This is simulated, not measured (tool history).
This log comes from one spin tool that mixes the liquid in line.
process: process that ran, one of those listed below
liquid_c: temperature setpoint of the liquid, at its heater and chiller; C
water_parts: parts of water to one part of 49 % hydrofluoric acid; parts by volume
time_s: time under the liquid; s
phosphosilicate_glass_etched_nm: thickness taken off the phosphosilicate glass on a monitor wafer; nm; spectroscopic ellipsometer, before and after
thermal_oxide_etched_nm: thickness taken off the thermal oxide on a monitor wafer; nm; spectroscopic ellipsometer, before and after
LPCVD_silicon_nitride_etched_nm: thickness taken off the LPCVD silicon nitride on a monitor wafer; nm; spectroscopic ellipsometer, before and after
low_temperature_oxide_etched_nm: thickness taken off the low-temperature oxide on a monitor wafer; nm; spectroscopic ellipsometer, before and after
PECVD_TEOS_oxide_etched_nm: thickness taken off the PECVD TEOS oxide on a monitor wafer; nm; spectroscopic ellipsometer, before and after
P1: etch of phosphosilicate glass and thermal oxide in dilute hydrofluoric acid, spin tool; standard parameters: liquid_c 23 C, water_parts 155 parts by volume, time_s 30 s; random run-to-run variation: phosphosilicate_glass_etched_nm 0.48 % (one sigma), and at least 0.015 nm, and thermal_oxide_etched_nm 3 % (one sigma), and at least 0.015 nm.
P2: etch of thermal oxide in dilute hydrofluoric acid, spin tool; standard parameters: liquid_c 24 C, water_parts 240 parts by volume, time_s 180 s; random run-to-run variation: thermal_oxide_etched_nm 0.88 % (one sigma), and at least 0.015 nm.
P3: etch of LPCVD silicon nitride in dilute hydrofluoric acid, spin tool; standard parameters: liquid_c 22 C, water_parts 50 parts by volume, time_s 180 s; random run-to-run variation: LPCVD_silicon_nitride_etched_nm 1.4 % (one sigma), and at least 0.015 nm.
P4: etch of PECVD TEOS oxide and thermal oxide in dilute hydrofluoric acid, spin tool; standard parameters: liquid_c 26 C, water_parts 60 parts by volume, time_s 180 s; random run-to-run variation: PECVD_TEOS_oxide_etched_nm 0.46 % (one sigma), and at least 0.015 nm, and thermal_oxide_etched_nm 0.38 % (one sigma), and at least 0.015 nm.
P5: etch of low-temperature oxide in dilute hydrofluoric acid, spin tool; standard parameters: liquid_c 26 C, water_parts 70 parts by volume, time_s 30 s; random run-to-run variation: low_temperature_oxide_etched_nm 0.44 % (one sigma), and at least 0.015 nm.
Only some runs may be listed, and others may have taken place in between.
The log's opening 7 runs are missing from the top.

run	hour	process	liquid_c	water_parts	time_s	hours since the thermometer was replaced	hours since the hydrofluoric acid flow meter was replaced	phosphosilicate_glass_etched_nm	thermal_oxide_etched_nm	LPCVD_silicon_nitride_etched_nm	low_temperature_oxide_etched_nm	PECVD_TEOS_oxide_etched_nm
8	75.1	P3	22	20	180	278	1106			3.5209		
9	83.5	P5	26	125	30	286.4	1114.4				5.8483	
10	89.1	P1	23	155	15	292	1120	7.9788	0.38084			
11	97.7	P5	34	70	30	300.6	1128.6				15.258	
12	107.4	P1	23	155	30	310.3	1138.3	15.864	0.82001			
13	117.7	P1	23	60	30	320.6	1148.6	46.416	2.321			
14	129.3	P4	26	60	75	332.2	1160.2		6.6784			13.947
15	135.6	P3	22	50	180	338.5	1166.5			1.4039		
16	142.6	P1	23	230	30	345.5	1173.5	9.9335	0.46172			
17	150.8	P1	23	235	60	353.7	1181.7	19.321	0.99376			
18	161.1	P1	19	155	50	364	1192	22.663	1.1844			
19	171.7	P1	23	155	30	374.6	1202.6	15.936	0.79845			
20	179.5	P4	34	60	180	382.4	1210.4		21.958			45.444
21	191.7	P5	26	70	30	394.6	1222.6				11.145	
22	198.5	P1	23	155	30	401.4	1229.4	15.903	0.82434			

The next listed run, before its measurement:
23	211.2	P3	22	50	180	414.1	1242.1			?		

{"run 23": {"LPCVD_silicon_nitride_etched_nm": 1.4748}}

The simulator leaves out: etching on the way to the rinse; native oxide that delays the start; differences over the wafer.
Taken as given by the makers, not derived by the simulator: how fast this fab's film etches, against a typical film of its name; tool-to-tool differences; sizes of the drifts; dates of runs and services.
